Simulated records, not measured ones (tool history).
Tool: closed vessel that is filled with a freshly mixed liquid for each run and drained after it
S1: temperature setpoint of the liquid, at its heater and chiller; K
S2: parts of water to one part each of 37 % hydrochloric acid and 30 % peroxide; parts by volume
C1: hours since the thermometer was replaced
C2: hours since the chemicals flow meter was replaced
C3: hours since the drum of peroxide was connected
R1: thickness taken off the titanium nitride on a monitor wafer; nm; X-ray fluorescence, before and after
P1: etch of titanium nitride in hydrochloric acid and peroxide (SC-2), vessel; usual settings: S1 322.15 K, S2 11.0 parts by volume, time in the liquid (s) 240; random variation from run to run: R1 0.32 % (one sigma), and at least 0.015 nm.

run 1 day=0.183 | S1=322.15 S2=11.0 time_in_the_liquid_(s)=240 | C1=1523.7 C2=758.8 C3=310.7 | R1=7.5860
run 2 day=0.325 | S1=322.15 S2=11.0 time_in_the_liquid_(s)=240 | C1=1527.1 C2=762.2 C3=314.1 | R1=7.6188
run 3 day=0.475 | S1=322.15 S2=20.0 time_in_the_liquid_(s)=240 | C1=1530.7 C2=765.8 C3=317.7 | R1=4.5144
run 4 day=0.679 | S1=338.65 S2=11.0 time_in_the_liquid_(s)=240 | C1=1535.6 C2=770.7 C3=322.6 | R1=21.8320
run 5 day=0.792 | S1=322.15 S2=4.0 time_in_the_liquid_(s)=240 | C1=1538.3 C2=773.4 C3=325.3 | R1=16.4450
run 6 day=0.938 | S1=322.15 S2=19.0 time_in_the_liquid_(s)=350 | C1=1541.8 C2=776.9 C3=328.8 | R1=6.8728
-- day=1.125 new drum of peroxide connected
run 7 day=1.179 | S1=308.15 S2=11.0 time_in_the_liquid_(s)=240 | C1=1547.6 C2=782.7 C3=1.3 | R1=2.8709
run 8 day=1.379 | S1=322.15 S2=11.0 time_in_the_liquid_(s)=445 | C1=1552.4 C2=787.5 C3=6.1 | R1=14.1370
run 9 day=1.646 | S1=322.15 S2=17.5 time_in_the_liquid_(s)=345 | C1=1558.8 C2=793.9 C3=12.5 | R1=7.3053
run 10 day=1.908 | S1=322.15 S2=11.0 time_in_the_liquid_(s)=240 | C1=1565.1 C2=800.2 C3=18.8 | R1=7.5715
run 11 day=2.029 | S1=322.15 S2=11.0 time_in_the_liquid_(s)=240 | C1=1568.0 C2=803.1 C3=21.7 | R1=7.6136
run 12 day=2.175 | S1=322.15 S2=11.0 time_in_the_liquid_(s)=240 | C1=1571.5 C2=806.6 C3=25.2 | R1=7.6335
run 13 day=2.350 | S1=322.15 S2=11.0 time_in_the_liquid_(s)=35 | C1=1575.7 C2=810.8 C3=29.4 | R1=1.0803
run 14 day=2.521 | S1=322.15 S2=11.0 time_in_the_liquid_(s)=240 | C1=1579.8 C2=814.9 C3=33.5 | R1=7.5921
run 15 day=2.733 | S1=322.15 S2=11.0 time_in_the_liquid_(s)=240 | C1=1584.9 C2=820.0 C3=38.6 | R1=7.6388
run 16 day=2.900 | S1=322.15 S2=11.0 time_in_the_liquid_(s)=240 | C1=1588.9 C2=824.0 C3=42.6 | R1=7.6004
run 17 day=3.108 | S1=322.15 S2=11.0 time_in_the_liquid_(s)=240 | C1=1593.9 C2=829.0 C3=47.6 | R1=7.3700
run 18 day=3.371 | S1=322.15 S2=11.0 time_in_the_liquid_(s)=240 | C1=1600.2 C2=835.3 C3=53.9 | R1=7.1165
run 19 day=3.633 | S1=322.15 S2=11.0 time_in_the_liquid_(s)=240 | C1=1606.5 C2=841.6 C3=60.2 | R1=7.0641
-- day=3.679 new drum of peroxide connected
run 20 day=3.817 | S1=322.15 S2=11.0 time_in_the_liquid_(s)=240 | C1=1610.9 C2=846.0 C3=3.4 | R1=7.0272
run 21 day=4.038 | S1=322.15 S2=11.0 time_in_the_liquid_(s)=240 | C1=1616.2 C2=851.3 C3=8.7 | R1=7.0187
run 22 day=4.262 | S1=322.15 S2=11.0 time_in_the_liquid_(s)=240 | C1=1621.6 C2=856.7 C3=14.1 | R1=7.0162
run 23 day=4.429 | S1=322.15 S2=11.0 time_in_the_liquid_(s)=240 | C1=1625.6 C2=860.7 C3=18.1 | R1=7.0303

What P1 gives has crept away from where it was. These 2 causes fit the log equally well, each at the size given:
A: chemicals flow below the setpoint (%) = 9.19
B: liquid colder than its thermometer reads (K) = 1.22
The creep began at about day 2.900.
Why every other cause is out:
peroxide weaker than its label (%): serviced at day 3.679, which brought nothing back

4 check runs are offered, each on 2 wafers whose results are averaged, their results left as question marks. Which one tells the causes apart?
run check 1 day=4.596 | S1=322.15 S2=18.0 time_in_the_liquid_(s)=40 | R1=?
run check 2 day=4.596 | S1=330.65 S2=11.0 time_in_the_liquid_(s)=60 | R1=?
run check 3 day=4.596 | S1=314.65 S2=4.0 time_in_the_liquid_(s)=240 | R1=?
run check 4 day=4.596 | S1=322.15 S2=18.0 time_in_the_liquid_(s)=70 | R1=?

What each check would give under each cause:
check=check_1 result=R1 if_A=0.75580 if_B=0.75960
check=check_2 result=R1 if_A=3.05540 if_B=3.06820
check=check_3 result=R1 if_A=9.22980 if_B=9.03970
check=check_4 result=R1 if_A=1.32260 if_B=1.32930
How far apart the two closest causes lie, in the result that separates them most: check 1 0.5 %; check 2 0.42 %; check 3 2.08 %; check 4 0.5 %
Check 3 tells the causes apart: in the others they would give nearly the same result.

Check 3 was then run and gave: R1 9.24760 nm. Which cause is it?

It is A: chemicals flow below the setpoint (%).
